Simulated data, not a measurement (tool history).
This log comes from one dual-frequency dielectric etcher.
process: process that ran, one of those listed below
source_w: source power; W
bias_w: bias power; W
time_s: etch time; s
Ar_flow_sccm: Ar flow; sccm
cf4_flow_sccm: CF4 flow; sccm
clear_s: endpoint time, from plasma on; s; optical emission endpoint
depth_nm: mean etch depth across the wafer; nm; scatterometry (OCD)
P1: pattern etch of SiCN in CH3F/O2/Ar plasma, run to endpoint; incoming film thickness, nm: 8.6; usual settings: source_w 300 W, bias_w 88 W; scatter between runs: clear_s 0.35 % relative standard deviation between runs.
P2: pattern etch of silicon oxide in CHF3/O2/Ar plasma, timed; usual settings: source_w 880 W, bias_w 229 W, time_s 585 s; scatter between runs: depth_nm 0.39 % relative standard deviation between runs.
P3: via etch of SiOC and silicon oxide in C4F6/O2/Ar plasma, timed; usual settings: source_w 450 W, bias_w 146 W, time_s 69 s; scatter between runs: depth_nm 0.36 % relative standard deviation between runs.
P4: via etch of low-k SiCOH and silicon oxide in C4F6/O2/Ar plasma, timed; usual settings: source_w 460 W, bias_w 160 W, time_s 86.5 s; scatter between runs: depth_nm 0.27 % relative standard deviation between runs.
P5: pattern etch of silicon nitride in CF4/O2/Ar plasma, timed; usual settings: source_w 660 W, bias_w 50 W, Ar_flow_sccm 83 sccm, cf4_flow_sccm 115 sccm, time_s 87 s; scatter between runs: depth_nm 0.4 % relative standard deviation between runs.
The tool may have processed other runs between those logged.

| run | hour | process | source_w | bias_w | time_s | Ar_flow_sccm | cf4_flow_sccm | hours since the last wet clean | hours since the last source power generator calibration | hours since the last bias power generator calibration | clear_s | depth_nm |
|---|---|---|---|---|---|---|---|---|---|---|---|---|
| 1 | 7.2 | P1 | 300 | 88 |  |  |  | 44.1 | 820.2 | 726.7 | 24.709 |  |
| 2 | 15.8 | P3 | 450 | 146 | 69 |  |  | 52.7 | 828.8 | 735.3 |  | 75.914 |
| 3 | 23 | P5 | 660 | 50 | 87 | 83 | 115 | 59.9 | 836 | 742.5 |  | 216.21 |
| 4 | 28.3 | P5 | 660 | 30 | 87 | 83 | 115 | 65.2 | 841.3 | 747.8 |  | 181.88 |
| 5 | 39.2 | P1 | 300 | 88 |  |  |  | 76.1 | 852.2 | 758.7 | 24.716 |  |
| 6 | 44.3 | P1 | 200 | 88 |  |  |  | 81.2 | 857.3 | 763.8 | 28.791 |  |
| 7 | 51.1 | P1 | 370 | 88 |  |  |  | 88 | 864.1 | 770.6 | 22.821 |  |
| 8 | 58.4 | P4 | 460 | 160 | 86.5 |  |  | 95.3 | 871.4 | 777.9 |  | 256.95 |
| 9 | 65.5 | P2 | 880 | 229 | 585 |  |  | 102.4 | 878.5 | 785 |  | 1515.3 |
| 10 | 76.7 | P4 | 460 | 130 | 86.5 |  |  | 113.6 | 889.7 | 796.2 |  | 241.39 |
| 11 | 87.4 | P1 | 300 | 88 |  |  |  | 124.3 | 900.4 | 806.9 | 24.789 |  |
| 12 | 95.5 | P5 | 660 | 50 | 87 | 83 | 115 | 132.4 | 908.5 | 815 |  | 215.95 |
| 13 | 105 | P1 | 400 | 74 |  |  |  | 141.9 | 918 | 824.5 | 23.533 |  |
| 14 | 111.8 | P3 | 450 | 146 | 69 |  |  | 148.7 | 924.8 | 831.3 |  | 75.442 |
| 15 | 119.7 | P4 | 460 | 160 | 52 |  |  | 156.6 | 932.7 | 839.2 |  | 154.19 |
| 16 | 129.7 | P5 | 660 | 50 | 87 | 65 | 115 | 166.6 | 942.7 | 849.2 |  | 220.06 |
| 17 | 136.3 | P5 | 660 | 50 | 87 | 83 | 159 | 173.2 | 949.3 | 855.8 |  | 222.84 |
| 18 | 145.7 | P3 | 630 | 146 | 69 |  |  | 182.6 | 958.7 | 865.2 |  | 86.933 |
| 19 | 155.8 | P2 | 880 | 229 | 585 |  |  | 192.7 | 968.8 | 875.3 |  | 1513.3 |
| 20 | 163.6 | P2 | 880 | 229 | 426.5 |  |  | 200.5 | 976.6 | 883.1 |  | 1110 |
| 21 | 172.3 | P3 | 450 | 201 | 69 |  |  | 209.2 | 985.3 | 891.8 |  | 84.156 |
| 22 | 183 | P4 | 280 | 160 | 86.5 |  |  | 219.9 | 996 | 902.5 |  | 212.05 |
| 23 | 189.2 | P4 | 460 | 160 | 86.5 |  |  | 226.1 | 1002.2 | 908.7 |  | 256.75 |
| 24 | 198.8 | P1 | 300 | 88 |  |  |  | 235.7 | 1011.8 | 918.3 | 24.678 |  |
| 25 | 204.9 | P1 | 300 | 118 |  |  |  | 241.8 | 1017.9 | 924.4 | 22.001 |  |
| 26 | 216 | P1 | 190 | 71 |  |  |  | 252.9 | 1029 | 935.5 | 31.594 |  |
| 27 | 227.7 | P1 | 300 | 55 |  |  |  | 264.6 | 1040.7 | 947.2 | 29.375 |  |
| 28 | 236.4 | P2 | 1060 | 229 | 585 |  |  | 273.3 | 1049.4 | 955.9 |  | 1633.4 |
| 29 | 245.5 | P5 | 890 | 50 | 87 | 83 | 115 | 282.4 | 1058.5 | 965 |  | 282.31 |
| 30 | 253.2 | P1 | 300 | 88 |  |  |  | 290.1 | 1066.2 | 972.7 | 24.619 |  |
| 31 | 259.5 | P1 | 300 | 88 |  |  |  | 296.4 | 1072.5 | 979 | 24.686 |  |
| 32 | 268.8 | P1 | 300 | 88 |  |  |  | 305.7 | 1081.8 | 988.3 | 24.64 |  |
| 33 | 276.4 | P5 | 660 | 50 | 124.5 | 83 | 115 | 313.3 | 1089.4 | 995.9 |  | 308.19 |
| 34 | 283.2 | P2 | 880 | 274 | 585 |  |  | 320.1 | 1096.2 | 1002.7 |  | 1612.3 |
| 35 | 291.7 | P3 | 450 | 146 | 101 |  |  | 328.6 | 1104.7 | 1011.2 |  | 110.74 |
| 36 | 300.6 | P1 | 300 | 88 |  |  |  | 337.5 | 1113.6 | 1020.1 | 24.711 |  |
| 37 | 310 | P1 | 300 | 88 |  |  |  | 346.9 | 1123 | 1029.5 | 24.425 |  |
| 38 | 318 | P1 | 300 | 88 |  |  |  | 354.9 | 1131 | 1037.5 | 24.372 |  |
| 39 | 323.7 | P1 | 300 | 88 |  |  |  | 360.6 | 1136.7 | 1043.2 | 24.439 |  |
| 40 | 335.4 | P1 | 300 | 88 |  |  |  | 372.3 | 1148.4 | 1054.9 | 24.328 |  |
| 41 | 346.6 | P1 | 300 | 88 |  |  |  | 383.5 | 1159.6 | 1066.1 | 24.282 |  |
| 42 | 357.5 | P1 | 300 | 88 |  |  |  | 394.4 | 1170.5 | 1077 | 24.163 |  |
|  | 358.4 | wet clean of the chamber |
| 43 | 365 | P1 | 300 | 88 |  |  |  | 6.7 | 1178 | 1084.5 | 24.356 |  |
| 44 | 374.7 | P1 | 300 | 88 |  |  |  | 16.4 | 1187.7 | 1094.2 | 24.235 |  |
| 45 | 382.7 | P1 | 300 | 88 |  |  |  | 24.4 | 1195.7 | 1102.2 | 24.474 |  |
| 46 | 390 | P1 | 300 | 88 |  |  |  | 31.7 | 1203 | 1109.5 | 24.339 |  |

P1 has crept away from where it was. The log is fitted equally well by each of these 2 causes, at the sizes shown:
A: bias power that arrives over what is set, % = 4.76
B: source power that arrives over what is set, % = 4.86
Creep in the process output first set in at about hour 300.6.
Ruled out, with reasons:
chamber walls in a state that raises the etch rate, %: serviced at hour 358.4, which brought nothing back

Each of the check runs listed below is run on 2 wafers and reports their average, with the results left as question marks. Pick the one under which the possible causes would lead to clearly different results.
| check 1 | 397.3 | P5 | 660 | 39 | 104 | 83 | 115 |  |  |  |  | ? |
| check 2 | 397.3 | P3 | 450 | 146 | 100.5 |  |  |  |  |  |  | ? |
| check 3 | 397.3 | P2 | 880 | 263 | 585 |  |  |  |  |  |  | ? |
| check 4 | 397.3 | P4 | 350 | 160 | 86.5 |  |  |  |  |  |  | ? |

Check results expected under each cause:
| check | result | if A | if B |
|---|---|---|---|
| check 1 | depth_nm | 240.7 | 247.17 |
| check 2 | depth_nm | 112.23 | 112.73 |
| check 3 | depth_nm | 1623.1 | 1625.5 |
| check 4 | depth_nm | 234.45 | 235.4 |
Smallest distance between any two causes, each pair judged by its most separating result, in per cent: check 1 2.65 %; check 2 0.44 %; check 3 0.15 %; check 4 0.4 %
Check 1 is the one run that separates the causes; every other check would come out nearly the same whichever cause is at work.

The results of check 1 are: depth_nm 246.28 nm. Based on these, which of the listed causes is it?

It was cause B: source power that arrives over what is set, %.

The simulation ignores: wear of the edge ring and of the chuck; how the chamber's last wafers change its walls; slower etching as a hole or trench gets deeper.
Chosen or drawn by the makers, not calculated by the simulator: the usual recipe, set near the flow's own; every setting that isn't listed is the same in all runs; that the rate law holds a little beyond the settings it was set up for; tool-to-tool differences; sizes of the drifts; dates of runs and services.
